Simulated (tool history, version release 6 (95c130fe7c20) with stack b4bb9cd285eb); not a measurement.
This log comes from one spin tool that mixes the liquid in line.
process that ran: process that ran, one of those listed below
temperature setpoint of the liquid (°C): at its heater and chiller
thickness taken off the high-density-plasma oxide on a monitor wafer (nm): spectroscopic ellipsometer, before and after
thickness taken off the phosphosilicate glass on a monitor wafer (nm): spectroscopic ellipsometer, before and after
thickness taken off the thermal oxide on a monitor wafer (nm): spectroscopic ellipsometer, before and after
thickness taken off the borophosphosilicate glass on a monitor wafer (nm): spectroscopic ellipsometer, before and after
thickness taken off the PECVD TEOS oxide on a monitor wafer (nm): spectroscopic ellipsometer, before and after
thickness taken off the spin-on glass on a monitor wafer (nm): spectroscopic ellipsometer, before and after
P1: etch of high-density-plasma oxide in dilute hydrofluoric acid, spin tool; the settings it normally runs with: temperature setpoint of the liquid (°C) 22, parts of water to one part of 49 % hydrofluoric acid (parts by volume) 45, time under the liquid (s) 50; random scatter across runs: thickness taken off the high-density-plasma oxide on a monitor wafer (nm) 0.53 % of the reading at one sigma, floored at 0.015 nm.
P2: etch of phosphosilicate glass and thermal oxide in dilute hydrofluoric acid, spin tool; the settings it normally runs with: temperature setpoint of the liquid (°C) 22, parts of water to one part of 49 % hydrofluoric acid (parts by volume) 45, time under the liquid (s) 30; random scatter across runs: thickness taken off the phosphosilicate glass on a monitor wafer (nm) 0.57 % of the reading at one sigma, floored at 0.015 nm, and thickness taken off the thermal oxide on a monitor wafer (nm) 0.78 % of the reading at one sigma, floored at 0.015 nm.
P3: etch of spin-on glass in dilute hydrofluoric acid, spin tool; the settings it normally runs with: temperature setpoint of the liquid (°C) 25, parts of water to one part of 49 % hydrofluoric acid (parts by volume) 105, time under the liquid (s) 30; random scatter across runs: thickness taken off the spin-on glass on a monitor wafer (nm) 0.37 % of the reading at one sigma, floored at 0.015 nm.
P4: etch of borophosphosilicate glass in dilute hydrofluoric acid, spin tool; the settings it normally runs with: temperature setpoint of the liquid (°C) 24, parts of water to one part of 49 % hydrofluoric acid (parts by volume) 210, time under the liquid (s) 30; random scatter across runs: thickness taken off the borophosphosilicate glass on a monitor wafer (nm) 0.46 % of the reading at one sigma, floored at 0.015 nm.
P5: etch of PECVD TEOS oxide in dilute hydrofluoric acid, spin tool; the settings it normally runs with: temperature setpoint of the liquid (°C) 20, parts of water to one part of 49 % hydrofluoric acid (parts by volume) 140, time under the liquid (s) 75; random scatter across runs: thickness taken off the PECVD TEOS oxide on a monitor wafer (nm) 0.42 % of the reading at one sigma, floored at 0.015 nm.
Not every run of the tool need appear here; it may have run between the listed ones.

run	day	process that ran	temperature setpoint of the liquid (°C)	parts of water to one part of 49 % hydrofluoric acid (parts by volume)	time under the liquid (s)	hours since the thermometer was replaced	hours since the hydrofluoric acid flow meter was replaced	thickness taken off the high-density-plasma oxide on a monitor wafer (nm)	thickness taken off the phosphosilicate glass on a monitor wafer (nm)	thickness taken off the thermal oxide on a monitor wafer (nm)	thickness taken off the borophosphosilicate glass on a monitor wafer (nm)	thickness taken off the PECVD TEOS oxide on a monitor wafer (nm)	thickness taken off the spin-on glass on a monitor wafer (nm)
1	0.488	P1	22	45	50	485.9	1338.5	5.3146					
2	1.083	P1	22	25	50	500.2	1352.8	9.9298					
3	1.438	P1	22	45	50	508.7	1361.3	5.4002					
4	1.85	P1	22	65	85	518.6	1371.2	6.1681					
5	2.554	P2	22	75	30	535.5	1388.1		45.807	1.6495			
6	3.254	P1	22	45	50	552.3	1404.9	5.4228					
7	3.908	P1	22	25	80	568	1420.6	15.77					
8	4.412	P4	24	210	30	580.1	1432.7				6.2417		
9	4.788	P2	22	45	15	589.1	1441.7		39.87	1.4148			
10	5.354	P4	24	375	30	602.7	1455.3				2.9909		
11	5.921	P2	22	45	30	616.3	1468.9		79.345	2.8598			
12	6.375	P1	22	65	50	627.2	1479.8	3.6547					
13	7.15	P1	22	45	50	645.8	1498.4	5.359					
14	7.5	P2	17	45	30	654.2	1506.8		64.74	2.3065			
15	8.146	P4	18.5	210	30	669.7	1522.3				5.1672		
16	8.642	P1	28	45	50	681.6	1534.2	6.8869					
17	9.058	P5	17	140	75	691.6	1544.2					5.982	
18	9.829	P4	24	210	55	710.1	1562.7				11.513		
19	10.421	P1	17	45	50	724.3	1576.9	4.3162					
20	10.883	P1	22	45	15	735.4	1588	1.5998					
21	11.429	P3	25	105	30	748.5	1601.1						10.891
22	11.879	P5	20	140	150	759.3	1611.9					13.44	
23	12.312	P3	25	105	15	769.7	1622.3						5.4008
24	13.083	P3	17.5	105	30	788.2	1640.8						8.0093
25	13.562	P1	22	45	85	799.7	1652.3	9.1449					
26	13.967	P4	24	210	30	809.4	1662				6.3165		
27	14.333	P1	22	45	50	818.2	1670.8	5.4393					
28	14.921	P1	29.5	45	15	832.3	1684.9	2.209					
29	15.621	P5	20	140	75	849.1	1701.7					6.689	
30	16.217	P5	20	30	75	863.4	1716					35.679	
31	16.938	P3	25	70	30	880.7	1733.3						17.068
32	17.412	P1	22	45	50	892.1	1744.7	5.3379					
33	17.867	P1	22	45	50	903	1755.6	5.2484					
34	18.35	P1	22	45	50	914.6	1767.2	5.1367					
35	18.829	P1	22	45	50	926.1	1778.7	5.087					
36	19.192	P1	22	45	50	934.8	1787.4	5.0296					
37	19.588	P1	22	45	50	944.3	1796.9	4.997					
38	20.142	P1	22	45	50	957.6	1810.2	5.0208					
39	20.725	P1	22	45	50	971.6	1824.2	5.0113					

Something has made what P1 gives creep away from where it was; the 2 causes below, each at its own stated size, fit the log equally well:
A: hydrofluoric acid flow below the setpoint (%) = 6.61
B: liquid colder than its thermometer reads (K) = 1.72
At approximately day 17.412, the process output began to creep.

4 check runs are offered, each on 3 wafers whose results are averaged, their results left as question marks. Which one tells the causes apart?
check 1	21.308	P3	17.5	105	30								?
check 2	21.308	P2	22	70	15				?	?			
check 3	21.308	P4	24	375	30						?		
check 4	21.308	P5	20	45	145							?	

Expected result of each check under each candidate cause:
check	result	if A	if B
check 1	thickness taken off the spin-on glass on a monitor wafer (nm)	7.4154	7.4414
check 2	thickness taken off the phosphosilicate glass on a monitor wafer (nm)	22.911	22.98
check 2	thickness taken off the thermal oxide on a monitor wafer (nm)	0.82803	0.83052
check 3	thickness taken off the borophosphosilicate glass on a monitor wafer (nm)	2.7272	2.8227
check 4	thickness taken off the PECVD TEOS oxide on a monitor wafer (nm)	41.837	41.776
Minimum pairwise separation of causes per check, each pair taken at its best-separating result: check 1 0.35 %; check 2 0.3 %; check 3 3.44 %; check 4 0.15 %
Check 3 is the one run that separates the causes; every other check would come out nearly the same whichever cause is at work.

Check 3 was carried out, with these results: thickness taken off the borophosphosilicate glass on a monitor wafer (nm) 2.8156. Which of the listed causes is responsible?

It is B: liquid colder than its thermometer reads (K).
